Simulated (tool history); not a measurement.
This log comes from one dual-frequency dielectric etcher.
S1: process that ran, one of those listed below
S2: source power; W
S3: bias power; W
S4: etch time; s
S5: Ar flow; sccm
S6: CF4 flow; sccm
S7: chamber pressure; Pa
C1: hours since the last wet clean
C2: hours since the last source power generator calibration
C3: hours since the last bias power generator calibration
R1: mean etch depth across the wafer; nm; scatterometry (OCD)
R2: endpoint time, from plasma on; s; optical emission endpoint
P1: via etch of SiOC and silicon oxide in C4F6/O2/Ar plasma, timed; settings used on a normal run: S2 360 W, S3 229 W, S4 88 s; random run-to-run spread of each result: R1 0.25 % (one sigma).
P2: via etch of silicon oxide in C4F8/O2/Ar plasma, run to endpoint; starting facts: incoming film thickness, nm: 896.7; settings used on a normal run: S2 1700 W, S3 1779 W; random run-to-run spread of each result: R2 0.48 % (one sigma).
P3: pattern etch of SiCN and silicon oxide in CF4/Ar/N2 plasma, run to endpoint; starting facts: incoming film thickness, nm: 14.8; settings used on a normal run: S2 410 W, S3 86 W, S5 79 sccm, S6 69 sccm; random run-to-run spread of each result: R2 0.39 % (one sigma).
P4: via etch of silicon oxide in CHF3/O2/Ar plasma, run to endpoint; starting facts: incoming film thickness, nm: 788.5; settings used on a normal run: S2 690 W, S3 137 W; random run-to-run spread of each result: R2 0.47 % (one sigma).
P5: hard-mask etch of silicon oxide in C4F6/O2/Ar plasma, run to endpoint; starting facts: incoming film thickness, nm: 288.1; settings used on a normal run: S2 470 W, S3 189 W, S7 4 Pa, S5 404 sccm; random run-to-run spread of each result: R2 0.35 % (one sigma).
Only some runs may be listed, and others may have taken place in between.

run	day	S1	S2	S3	S4	S5	S6	S7	C1	C2	C3	R1	R2
1	0.246	P1	360	229	88				193.6	286.1	1839	101.87	
2	0.738	P1	230	229	88				205.4	297.9	1850.8	85.715	
3	1.254	P2	1700	1779					217.8	310.3	1863.2		192.82
4	1.783	P3	410	86		79	89		230.5	323	1875.9		16.046
5	2.192	P5	470	189		404		4	240.3	332.8	1885.7		89.499
6	2.717	P1	360	229	88				252.9	345.4	1898.3	102.01	
7	3.138	P5	270	189		404		4	263	355.5	1908.4		109.25
8	3.554	P5	470	258		404		4	273	365.5	1918.4		80.746
9	3.962	P1	360	229	88				282.8	375.3	1928.2	102.31	
10	4.458	P4	690	137					294.7	387.2	1940.1		420.59
11	4.8	P1	360	229	88				302.9	395.4	1948.3	102.33	
12	5.238	P3	410	58		79	69		313.4	405.9	1958.8		18.754
13	5.617	P1	360	229	88				322.5	415	1967.9	102.49	
14	6.05	P1	500	229	88				332.9	425.4	1978.3	115.64	
15	6.354	P2	2340	1779					340.2	432.7	1985.6		170.43
16	6.7	P1	360	318	49				348.5	441	1993.9	63.818	
17	7.025	P1	360	229	63				356.3	448.8	2001.7	73.412	
18	7.45	P4	480	137					366.5	459	2011.9		484.9
19	7.754	P3	410	86		57	69		373.8	466.3	2019.2		15.889
20	8.092	P3	550	86		79	69		381.9	474.4	2027.3		12.816
21	8.612	P5	470	189		286		4	394.4	486.9	2039.8		85.572
22	8.988	P4	690	176					403.4	495.9	2048.8		386.76
23	9.346	P5	470	189		404		4	412	504.5	2057.4		88.768
24	9.825	P2	1700	1151					423.5	516	2068.9		218.41
25	10.104	P1	360	229	121				430.2	522.7	2075.6	140.23	
26	10.554	P3	410	86		79	69		441	533.5	2086.4		16.491
27	11.108	P1	360	273	88				454.3	546.8	2099.7	108.68	
28	11.45	P5	470	189		404		4.8	462.5	555	2107.9		90.414
29	11.775	P3	410	86		79	69		470.3	562.8	2115.7		16.481
30	12.242	P1	360	141	88				481.5	574	2126.9	87.229	
31	12.488	P1	360	229	88				487.4	579.9	2132.8	102.02	
32	12.9	P1	360	229	88				497.3	589.8	2142.7	101.3	
33	13.262	P1	360	229	88				506	598.5	2151.4	101.32	
34	13.621	P1	360	229	88				514.6	607.1	2160	101.45	
# day 13.912: wet clean of the chamber
35	14.012	P1	360	229	88				2.4	616.5	2169.4	101.2	
36	14.496	P1	360	229	88				14	628.1	2181	100.41	

For run 37, what comes out?
37	15.025	P1	360	229	88				26.7	640.8	2193.7	?	

R1: 100.77 nm
